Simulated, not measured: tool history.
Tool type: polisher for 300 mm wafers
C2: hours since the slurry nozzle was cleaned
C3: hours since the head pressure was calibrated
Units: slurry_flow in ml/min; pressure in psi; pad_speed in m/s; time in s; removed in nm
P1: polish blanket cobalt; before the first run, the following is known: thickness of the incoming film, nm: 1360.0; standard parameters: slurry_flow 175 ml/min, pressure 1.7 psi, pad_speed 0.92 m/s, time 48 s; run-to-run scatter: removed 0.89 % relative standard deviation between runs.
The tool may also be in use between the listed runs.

{"run": 1, "hour": 7.7, "slurry_flow": 175, "pressure": 1.7, "pad_speed": 0.92, "time": 48, "wafers polished on this pad": 1015, "C2": 186.3, "C3": 273.1, "removed": 149.39}
{"run": 2, "hour": 13.2, "slurry_flow": 175, "pressure": 1.7, "pad_speed": 0.92, "time": 48, "wafers polished on this pad": 1061, "C2": 191.8, "C3": 278.6, "removed": 148.17}
{"run": 3, "hour": 22.3, "slurry_flow": 230, "pressure": 2.3, "pad_speed": 0.92, "time": 48, "wafers polished on this pad": 1138, "C2": 200.9, "C3": 287.7, "removed": 209.8}
{"run": 4, "hour": 27.4, "slurry_flow": 175, "pressure": 1.7, "pad_speed": 0.92, "time": 48, "wafers polished on this pad": 1181, "C2": 206.0, "C3": 292.8, "removed": 147.28}
{"run": 5, "hour": 36.4, "slurry_flow": 175, "pressure": 1.7, "pad_speed": 0.92, "time": 48, "wafers polished on this pad": 1257, "C2": 215.0, "C3": 301.8, "removed": 151.12}
{"run": 6, "hour": 43.4, "slurry_flow": 175, "pressure": 1.7, "pad_speed": 0.52, "time": 48, "wafers polished on this pad": 1316, "C2": 222.0, "C3": 308.8, "removed": 84.434}
{"run": 7, "hour": 48.7, "slurry_flow": 175, "pressure": 2.5, "pad_speed": 0.92, "time": 48, "wafers polished on this pad": 1360, "C2": 227.3, "C3": 314.1, "removed": 219.56}
{"run": 8, "hour": 57.4, "slurry_flow": 105, "pressure": 1.7, "pad_speed": 0.92, "time": 48, "wafers polished on this pad": 1434, "C2": 236.0, "C3": 322.8, "removed": 134.8}
{"run": 9, "hour": 66.5, "slurry_flow": 175, "pressure": 1.7, "pad_speed": 0.92, "time": 33, "wafers polished on this pad": 1510, "C2": 245.1, "C3": 331.9, "removed": 101.11}
{"run": 10, "hour": 76.8, "slurry_flow": 175, "pressure": 1.7, "pad_speed": 0.92, "time": 48, "wafers polished on this pad": 1597, "C2": 255.4, "C3": 342.2, "removed": 148.33}
{"run": 11, "hour": 82.6, "slurry_flow": 175, "pressure": 1.7, "pad_speed": 1.3, "time": 48, "wafers polished on this pad": 1646, "C2": 261.2, "C3": 348.0, "removed": 210.31}
{"run": 12, "hour": 91.4, "slurry_flow": 175, "pressure": 1.7, "pad_speed": 0.92, "time": 48, "wafers polished on this pad": 1720, "C2": 270.0, "C3": 356.8, "removed": 148.02}
{"run": 13, "hour": 100.4, "slurry_flow": 230, "pressure": 1.7, "pad_speed": 0.92, "time": 48, "wafers polished on this pad": 1796, "C2": 279.0, "C3": 365.8, "removed": 153.72}
{"run": 14, "hour": 110.9, "slurry_flow": 175, "pressure": 1.7, "pad_speed": 0.92, "time": 75, "wafers polished on this pad": 1884, "C2": 289.5, "C3": 376.3, "removed": 231.08}
{"run": 15, "hour": 120.8, "slurry_flow": 175, "pressure": 0.8, "pad_speed": 0.92, "time": 48, "wafers polished on this pad": 1968, "C2": 299.4, "C3": 386.2, "removed": 69.941}
{"run": 16, "hour": 131.6, "slurry_flow": 175, "pressure": 1.7, "pad_speed": 0.92, "time": 48, "wafers polished on this pad": 2059, "C2": 310.2, "C3": 397.0, "removed": 150.24}
{"run": 17, "hour": 140.8, "slurry_flow": 175, "pressure": 1.7, "pad_speed": 0.92, "time": 48, "wafers polished on this pad": 2136, "C2": 319.4, "C3": 406.2, "removed": 144.33}
{"run": 18, "hour": 151.5, "slurry_flow": 175, "pressure": 1.7, "pad_speed": 0.92, "time": 48, "wafers polished on this pad": 2226, "C2": 330.1, "C3": 416.9, "removed": 141.68}
{"run": 19, "hour": 160.5, "slurry_flow": 175, "pressure": 1.7, "pad_speed": 0.92, "time": 48, "wafers polished on this pad": 2302, "C2": 339.1, "C3": 425.9, "removed": 140.74}
{"run": 20, "hour": 165.8, "slurry_flow": 175, "pressure": 1.7, "pad_speed": 0.92, "time": 48, "wafers polished on this pad": 2347, "C2": 344.4, "C3": 431.2, "removed": 140.08}
{"run": 21, "hour": 171.9, "slurry_flow": 175, "pressure": 1.7, "pad_speed": 0.92, "time": 48, "wafers polished on this pad": 2398, "C2": 350.5, "C3": 437.3, "removed": 139.42}
{"hour": 175.0, "done": "worn pad replaced by a new one"}
{"run": 22, "hour": 178.7, "slurry_flow": 175, "pressure": 1.7, "pad_speed": 0.92, "time": 48, "wafers polished on this pad": 31, "C2": 357.3, "C3": 444.1, "removed": 139.73}
{"run": 23, "hour": 189.5, "slurry_flow": 175, "pressure": 1.7, "pad_speed": 0.92, "time": 48, "wafers polished on this pad": 122, "C2": 368.1, "C3": 454.9, "removed": 139.28}
{"run": 24, "hour": 196.0, "slurry_flow": 175, "pressure": 1.7, "pad_speed": 0.92, "time": 48, "wafers polished on this pad": 177, "C2": 374.6, "C3": 461.4, "removed": 140.36}
{"run": 25, "hour": 202.6, "slurry_flow": 175, "pressure": 1.7, "pad_speed": 0.92, "time": 48, "wafers polished on this pad": 233, "C2": 381.2, "C3": 468.0, "removed": 138.38}
{"run": 26, "hour": 209.1, "slurry_flow": 175, "pressure": 1.7, "pad_speed": 0.92, "time": 48, "wafers polished on this pad": 287, "C2": 387.7, "C3": 474.5, "removed": 139.44}

What P1 gives has crept off from where it sat before. The 2 causes that follow fit the log equally well, each at the size noted:
A: head's pressure below its setpoint, % = 6.57
B: slurry flow missing at the pad, % = 31.4
At approximately hour 131.6, the process output began to creep.
The rest of the possible causes, and what rules out each one:
removal rate lost through wear of the pad, %: work on it at hour 175.0, done after the drift set in, did not restore what the process gave before

Below are 4 check runs, each averaged over 3 wafers, with their results shown as question marks. Which of them would give clearly different results depending on which cause is behind the drift?
{"run": "check 1", "hour": 215.6, "slurry_flow": 175, "pressure": 1.7, "pad_speed": 0.6, "time": 48, "removed": "?"}
{"run": "check 2", "hour": 215.6, "slurry_flow": 105, "pressure": 2.2, "pad_speed": 0.92, "time": 48, "removed": "?"}
{"run": "check 3", "hour": 215.6, "slurry_flow": 175, "pressure": 1.3, "pad_speed": 0.92, "time": 70, "removed": "?"}
{"run": "check 4", "hour": 215.6, "slurry_flow": 210, "pressure": 1.7, "pad_speed": 0.74, "time": 48, "removed": "?"}

What every check run would give for each of its results, assuming each possible cause in turn:
check=check_1 result=removed if_A=90.708 if_B=90.716
check=check_2 result=removed if_A=163.160 if_B=156.910
check=check_3 result=removed if_A=155.110 if_B=155.120
check=check_4 result=removed if_A=114.730 if_B=115.960
Per-check spread between the two closest causes, in the result where they differ most: check 1 0.01 %; check 2 3.91 %; check 3 0.01 %; check 4 1.06 %
Only in check 2 would the causes give clearly different results; in the remaining checks their results would be nearly the same.

Here is what check 2 returned: removed 156.260 nm. Which cause is it?

It was cause B: slurry flow missing at the pad, %.

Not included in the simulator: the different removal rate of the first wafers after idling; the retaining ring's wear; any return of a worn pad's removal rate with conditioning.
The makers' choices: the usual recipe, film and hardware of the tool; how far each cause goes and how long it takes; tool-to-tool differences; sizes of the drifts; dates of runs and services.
